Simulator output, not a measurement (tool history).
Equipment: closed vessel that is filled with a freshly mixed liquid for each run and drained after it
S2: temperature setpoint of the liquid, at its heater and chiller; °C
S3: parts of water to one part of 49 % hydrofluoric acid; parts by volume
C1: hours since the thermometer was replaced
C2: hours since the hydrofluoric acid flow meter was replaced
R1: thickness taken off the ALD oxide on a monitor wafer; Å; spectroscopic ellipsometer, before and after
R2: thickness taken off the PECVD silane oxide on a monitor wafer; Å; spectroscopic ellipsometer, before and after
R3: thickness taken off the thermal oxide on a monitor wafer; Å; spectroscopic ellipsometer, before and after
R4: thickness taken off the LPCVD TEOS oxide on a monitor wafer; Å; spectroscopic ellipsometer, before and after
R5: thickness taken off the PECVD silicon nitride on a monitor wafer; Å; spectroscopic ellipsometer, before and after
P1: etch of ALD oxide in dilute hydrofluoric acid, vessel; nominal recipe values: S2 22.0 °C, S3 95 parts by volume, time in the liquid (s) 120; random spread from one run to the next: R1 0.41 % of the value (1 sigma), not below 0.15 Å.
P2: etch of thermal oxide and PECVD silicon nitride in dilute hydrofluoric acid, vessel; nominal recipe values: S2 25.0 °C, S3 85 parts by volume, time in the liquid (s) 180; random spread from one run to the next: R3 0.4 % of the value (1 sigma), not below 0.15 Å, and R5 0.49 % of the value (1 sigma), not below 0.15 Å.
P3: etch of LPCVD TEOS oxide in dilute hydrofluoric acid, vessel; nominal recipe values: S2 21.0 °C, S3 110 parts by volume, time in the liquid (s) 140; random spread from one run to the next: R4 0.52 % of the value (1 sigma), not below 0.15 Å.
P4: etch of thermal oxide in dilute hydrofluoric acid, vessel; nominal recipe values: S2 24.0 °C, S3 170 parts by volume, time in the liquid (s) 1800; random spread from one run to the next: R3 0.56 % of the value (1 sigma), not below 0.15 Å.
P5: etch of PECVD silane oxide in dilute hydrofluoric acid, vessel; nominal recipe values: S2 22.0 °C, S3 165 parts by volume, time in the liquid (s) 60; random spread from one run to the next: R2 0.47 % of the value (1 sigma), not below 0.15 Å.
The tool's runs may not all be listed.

{"run": 1, "hour": 5.4, "process that ran": "P1", "S2": 22.0, "S3": 95, "time in the liquid (s)": 120, "C1": 108.1, "C2": 136.4, "R1": 219.28}
{"run": 2, "hour": 9.3, "process that ran": "P1", "S2": 17.0, "S3": 95, "time in the liquid (s)": 30, "C1": 112.0, "C2": 140.3, "R1": 44.313}
{"run": 3, "hour": 14.1, "process that ran": "P1", "S2": 22.0, "S3": 95, "time in the liquid (s)": 30, "C1": 116.8, "C2": 145.1, "R1": 55.12}
{"run": 4, "hour": 18.6, "process that ran": "P1", "S2": 22.0, "S3": 155, "time in the liquid (s)": 120, "C1": 121.3, "C2": 149.6, "R1": 125.07}
{"run": 5, "hour": 22.3, "process that ran": "P5", "S2": 22.0, "S3": 60, "time in the liquid (s)": 60, "C1": 125.0, "C2": 153.3, "R2": 298.21}
{"run": 6, "hour": 26.6, "process that ran": "P4", "S2": 24.0, "S3": 170, "time in the liquid (s)": 1800, "C1": 129.3, "C2": 157.6, "R3": 469.62}
{"run": 7, "hour": 29.6, "process that ran": "P1", "S2": 22.0, "S3": 95, "time in the liquid (s)": 120, "C1": 132.3, "C2": 160.6, "R1": 217.45}
{"run": 8, "hour": 35.4, "process that ran": "P3", "S2": 21.0, "S3": 110, "time in the liquid (s)": 140, "C1": 138.1, "C2": 166.4, "R4": 370.96}
{"run": 9, "hour": 39.0, "process that ran": "P5", "S2": 22.0, "S3": 165, "time in the liquid (s)": 60, "C1": 141.7, "C2": 170.0, "R2": 95.642}
{"run": 10, "hour": 42.7, "process that ran": "P1", "S2": 28.0, "S3": 45, "time in the liquid (s)": 120, "C1": 145.4, "C2": 173.7, "R1": 626.52}
{"run": 11, "hour": 46.3, "process that ran": "P4", "S2": 24.0, "S3": 170, "time in the liquid (s)": 675, "C1": 149.0, "C2": 177.3, "R3": 177.91}
{"run": 12, "hour": 50.0, "process that ran": "P1", "S2": 22.0, "S3": 45, "time in the liquid (s)": 120, "C1": 152.7, "C2": 181.0, "R1": 488.04}
{"run": 13, "hour": 54.9, "process that ran": "P2", "S2": 25.0, "S3": 85, "time in the liquid (s)": 320, "C1": 157.6, "C2": 185.9, "R3": 178.52, "R5": 203.98}
{"run": 14, "hour": 57.7, "process that ran": "P3", "S2": 21.0, "S3": 200, "time in the liquid (s)": 140, "C1": 160.4, "C2": 188.7, "R4": 186.95}
{"run": 15, "hour": 61.7, "process that ran": "P5", "S2": 25.5, "S3": 165, "time in the liquid (s)": 60, "C1": 164.4, "C2": 192.7, "R2": 109.51}
{"run": 16, "hour": 67.6, "process that ran": "P1", "S2": 22.0, "S3": 95, "time in the liquid (s)": 120, "C1": 170.3, "C2": 198.6, "R1": 219.26}
{"run": 17, "hour": 72.7, "process that ran": "P1", "S2": 22.0, "S3": 95, "time in the liquid (s)": 120, "C1": 175.4, "C2": 203.7, "R1": 219.34}
{"run": 18, "hour": 76.3, "process that ran": "P2", "S2": 25.0, "S3": 85, "time in the liquid (s)": 180, "C1": 179.0, "C2": 207.3, "R3": 99.794, "R5": 115.26}
{"run": 19, "hour": 81.0, "process that ran": "P2", "S2": 25.0, "S3": 85, "time in the liquid (s)": 180, "C1": 183.7, "C2": 212.0, "R3": 99.983, "R5": 115.58}
{"run": 20, "hour": 84.8, "process that ran": "P5", "S2": 22.0, "S3": 165, "time in the liquid (s)": 60, "C1": 187.5, "C2": 215.8, "R2": 95.907}
{"run": 21, "hour": 88.8, "process that ran": "P2", "S2": 25.0, "S3": 145, "time in the liquid (s)": 180, "C1": 191.5, "C2": 219.8, "R3": 55.038, "R5": 68.21}
{"run": 22, "hour": 92.4, "process that ran": "P4", "S2": 17.5, "S3": 170, "time in the liquid (s)": 1800, "C1": 195.1, "C2": 223.4, "R3": 367.13}
{"run": 23, "hour": 97.7, "process that ran": "P4", "S2": 24.0, "S3": 260, "time in the liquid (s)": 1800, "C1": 200.4, "C2": 228.7, "R3": 279.62}
{"run": 24, "hour": 101.5, "process that ran": "P3", "S2": 26.5, "S3": 110, "time in the liquid (s)": 140, "C1": 204.2, "C2": 232.5, "R4": 463.31}
{"run": 25, "hour": 106.4, "process that ran": "P1", "S2": 27.0, "S3": 95, "time in the liquid (s)": 120, "C1": 209.1, "C2": 237.4, "R1": 265.99}
{"run": 26, "hour": 110.4, "process that ran": "P1", "S2": 18.0, "S3": 95, "time in the liquid (s)": 120, "C1": 213.1, "C2": 241.4, "R1": 184.56}
{"run": 27, "hour": 113.1, "process that ran": "P1", "S2": 22.0, "S3": 95, "time in the liquid (s)": 120, "C1": 215.8, "C2": 244.1, "R1": 218.51}
{"run": 28, "hour": 117.0, "process that ran": "P2", "S2": 19.0, "S3": 85, "time in the liquid (s)": 180, "C1": 219.7, "C2": 248.0, "R3": 78.375, "R5": 77.074}
{"run": 29, "hour": 123.2, "process that ran": "P5", "S2": 22.0, "S3": 165, "time in the liquid (s)": 90, "C1": 225.9, "C2": 254.2, "R2": 143.24}
{"run": 30, "hour": 129.5, "process that ran": "P4", "S2": 24.0, "S3": 170, "time in the liquid (s)": 1800, "C1": 232.2, "C2": 260.5, "R3": 476.78}
{"run": 31, "hour": 133.7, "process that ran": "P1", "S2": 22.0, "S3": 95, "time in the liquid (s)": 120, "C1": 236.4, "C2": 264.7, "R1": 218.32}
{"run": 32, "hour": 137.7, "process that ran": "P1", "S2": 22.0, "S3": 95, "time in the liquid (s)": 205, "C1": 240.4, "C2": 268.7, "R1": 373.56}
{"run": 33, "hour": 141.6, "process that ran": "P1", "S2": 22.0, "S3": 20, "time in the liquid (s)": 60, "C1": 244.3, "C2": 272.6, "R1": 564.62}
{"run": 34, "hour": 147.8, "process that ran": "P3", "S2": 21.0, "S3": 110, "time in the liquid (s)": 275, "C1": 250.5, "C2": 278.8, "R4": 735.27}
{"run": 35, "hour": 153.8, "process that ran": "P1", "S2": 22.0, "S3": 95, "time in the liquid (s)": 120, "C1": 256.5, "C2": 284.8, "R1": 218.69}
{"run": 36, "hour": 159.6, "process that ran": "P1", "S2": 22.0, "S3": 95, "time in the liquid (s)": 120, "C1": 262.3, "C2": 290.6, "R1": 225.38}
{"run": 37, "hour": 163.3, "process that ran": "P1", "S2": 22.0, "S3": 95, "time in the liquid (s)": 120, "C1": 266.0, "C2": 294.3, "R1": 227.97}
{"run": 38, "hour": 169.1, "process that ran": "P1", "S2": 22.0, "S3": 95, "time in the liquid (s)": 120, "C1": 271.8, "C2": 300.1, "R1": 230.8}
{"run": 39, "hour": 173.5, "process that ran": "P1", "S2": 22.0, "S3": 95, "time in the liquid (s)": 120, "C1": 276.2, "C2": 304.5, "R1": 232.29}
{"run": 40, "hour": 177.5, "process that ran": "P1", "S2": 22.0, "S3": 95, "time in the liquid (s)": 120, "C1": 280.2, "C2": 308.5, "R1": 234.64}
{"run": 41, "hour": 182.8, "process that ran": "P1", "S2": 22.0, "S3": 95, "time in the liquid (s)": 120, "C1": 285.5, "C2": 313.8, "R1": 231.92}
{"run": 42, "hour": 187.3, "process that ran": "P1", "S2": 22.0, "S3": 95, "time in the liquid (s)": 120, "C1": 290.0, "C2": 318.3, "R1": 232.49}
{"run": 43, "hour": 190.7, "process that ran": "P1", "S2": 22.0, "S3": 95, "time in the liquid (s)": 120, "C1": 293.4, "C2": 321.7, "R1": 235.67}
{"run": 44, "hour": 196.8, "process that ran": "P1", "S2": 22.0, "S3": 95, "time in the liquid (s)": 120, "C1": 299.5, "C2": 327.8, "R1": 233.55}
{"run": 45, "hour": 200.7, "process that ran": "P1", "S2": 22.0, "S3": 95, "time in the liquid (s)": 120, "C1": 303.4, "C2": 331.7, "R1": 233.93}
{"run": 46, "hour": 205.9, "process that ran": "P1", "S2": 22.0, "S3": 95, "time in the liquid (s)": 120, "C1": 308.6, "C2": 336.9, "R1": 233.19}

P1 no longer gives what it gave before; its output has crept away from where it was. The following 2 causes, each at its listed size, fit the log equally well:
A: hydrofluoric acid flow above the setpoint (%) = 6.75
B: liquid hotter than its thermometer reads (K) = 1.81
At approximately hour 153.8, the process output began to creep.

4 check runs are offered, one wafer each, their results left as question marks. Which one tells the causes apart?
{"run": "check 1", "hour": 211.1, "process that ran": "P2", "S2": 25.0, "S3": 85, "time in the liquid (s)": 180, "R3": "?", "R5": "?"}
{"run": "check 2", "hour": 211.1, "process that ran": "P5", "S2": 22.0, "S3": 165, "time in the liquid (s)": 60, "R2": "?"}
{"run": "check 3", "hour": 211.1, "process that ran": "P3", "S2": 21.0, "S3": 110, "time in the liquid (s)": 140, "R4": "?"}
{"run": "check 4", "hour": 211.1, "process that ran": "P4", "S2": 24.0, "S3": 170, "time in the liquid (s)": 1800, "R3": "?"}

What every check run would give for each of its results, assuming each possible cause in turn:
check=check_1 result=R3 if_A=107.720 if_B=107.630
check=check_1 result=R5 if_A=122.870 if_B=129.660
check=check_2 result=R2 if_A=103.230 if_B=102.480
check=check_3 result=R4 if_A=402.19 if_B=401.93
check=check_4 result=R3 if_A=511.830 if_B=506.850
Gap, in per cent, between the two causes that each check separates least, read from the result that separates them most: check 1 5.38 %; check 2 0.73 %; check 3 0.07 %; check 4 0.98 %
Check 1 distinguishes between the causes, while the remaining checks would return nearly the same result for all of them.

The results of check 1 are: R3 107.370 Å; R5 129.500 Å. Based on these, which of the listed causes is it?

The cause is B: liquid hotter than its thermometer reads (K).
